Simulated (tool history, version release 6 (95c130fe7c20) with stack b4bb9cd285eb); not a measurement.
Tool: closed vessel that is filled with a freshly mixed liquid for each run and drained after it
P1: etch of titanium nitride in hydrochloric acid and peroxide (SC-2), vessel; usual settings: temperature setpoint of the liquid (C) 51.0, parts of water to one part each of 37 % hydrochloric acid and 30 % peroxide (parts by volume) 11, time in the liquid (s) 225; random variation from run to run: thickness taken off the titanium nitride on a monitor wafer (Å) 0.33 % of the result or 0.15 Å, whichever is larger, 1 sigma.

run   hour  temperature setpoint of the liquid (C)  parts of water to one part each of 37 % hydrochloric acid and 30 % peroxide (parts by volume)  time in the liquid (s)  hours since the thermometer was replaced  hours since the chemicals flow meter was replaced  hours since the drum of peroxide was connected  thickness taken off the titanium nitride on a monitor wafer (Å)
  1    7.1                                    51.0                                                                                             11                     225                                     726.4                                              325.2                                           139.1                                                          60.1510
       9.7  -- new drum of peroxide connected
  2   14.5                                    51.0                                                                                             20                     225                                     733.8                                              332.6                                             4.9                                                          35.3630
  3   22.4                                    51.0                                                                                             11                      30                                     741.7                                              340.5                                            12.8                                                           8.2389
  4   29.1                                    57.5                                                                                             11                      55                                     748.4                                              347.2                                            19.5                                                          22.5370
  5   34.4                                    51.0                                                                                             11                     225                                     753.7                                              352.5                                            24.8                                                          59.7180
  6   40.4                                    51.0                                                                                              4                     225                                     759.7                                              358.5                                            30.8                                                         130.0000
  7   49.2                                    51.0                                                                                             11                     225                                     768.5                                              367.3                                            39.6                                                          59.9480
  8   54.5                                    51.0                                                                                             11                     440                                     773.8                                              372.6                                            44.9                                                         116.6200
  9   58.5                                    40.5                                                                                             11                     225                                     777.8                                              376.6                                            48.9                                                          29.0410
 10   62.7                                    51.0                                                                                             11                     225                                     782.0                                              380.8                                            53.1                                                          59.9820
 11   67.6                                    63.5                                                                                             11                      80                                     786.9                                              385.7                                            58.0                                                          47.2570
 12   75.2                                    65.0                                                                                             11                     225                                     794.5                                              393.3                                            65.6                                                         145.1200
 13   84.2                                    51.0                                                                                             11                     225                                     803.5                                              402.3                                            74.6                                                          59.7290
 14   91.1                                    51.0                                                                                             11                     225                                     810.4                                              409.2                                            81.5                                                          61.5850
 15  100.2                                    51.0                                                                                             11                     225                                     819.5                                              418.3                                            90.6                                                          62.5280
 16  106.2                                    51.0                                                                                             11                     225                                     825.5                                              424.3                                            96.6                                                          63.3300
 17  111.1                                    51.0                                                                                             11                     225                                     830.4                                              429.2                                           101.5                                                          64.2990
 18  115.2                                    51.0                                                                                             11                     225                                     834.5                                              433.3                                           105.6                                                          64.1200
 19  120.8                                    51.0                                                                                             11                     225                                     840.1                                              438.9                                           111.2                                                          63.9680
 20  125.3                                    51.0                                                                                             11                     225                                     844.6                                              443.4                                           115.7                                                          64.2090
 21  133.5                                    51.0                                                                                             11                     225                                     852.8                                              451.6                                           123.9                                                          64.4250
 22  138.7                                    51.0                                                                                             11                     225                                     858.0                                              456.8                                           129.1                                                          64.7610
 23  143.8                                    51.0                                                                                             11                     225                                     863.1                                              461.9                                           134.2                                                          64.9800
 24  152.7                                    51.0                                                                                             11                     225                                     872.0                                              470.8                                           143.1                                                          64.5850

What P1 gives has crept away from where it was. These 2 causes fit the log equally well, each at the size given:
A: liquid hotter than its thermometer reads (K) = 1.22
B: chemicals flow above the setpoint (%) = 10
The creep began at about hour 84.2.
Why every other cause is out:
peroxide weaker than its label (%): at most 8, which would move thickness taken off the titanium nitride on a monitor wafer (Å) by -7.4 %: too little, or the wrong way

4 check runs are offered, each on 2 wafers whose results are averaged, their results left as question marks. Which one tells the causes apart?
check 1  161.6                                    42.0                                                                                           11.0                      35                                                                                                                                                                                                             ?
check 2  161.6                                    43.0                                                                                           11.0                     405                                                                                                                                                                                                             ?
check 3  161.6                                    43.0                                                                                            4.0                     225                                                                                                                                                                                                             ?
check 4  161.6                                    51.0                                                                                           19.5                     360                                                                                                                                                                                                             ?

What each check would give under each cause:
  check                                                           result     if A     if B
check 1  thickness taken off the titanium nitride on a monitor wafer (Å)   5.4819   5.4537
check 2  thickness taken off the titanium nitride on a monitor wafer (Å)  67.9890  67.6750
check 3  thickness taken off the titanium nitride on a monitor wafer (Å)  81.8380  80.0510
check 4  thickness taken off the titanium nitride on a monitor wafer (Å)  62.6690  63.0160
How far apart the two closest causes lie, in the result that separates them most: check 1 0.52 %; check 2 0.46 %; check 3 2.21 %; check 4 0.55 %
Only check 3 tells the causes apart: in the others they would give nearly the same result.

Check 3 was then run and gave: thickness taken off the titanium nitride on a monitor wafer (Å) 80.3910. Which cause is it?

It is B: chemicals flow above the setpoint (%).
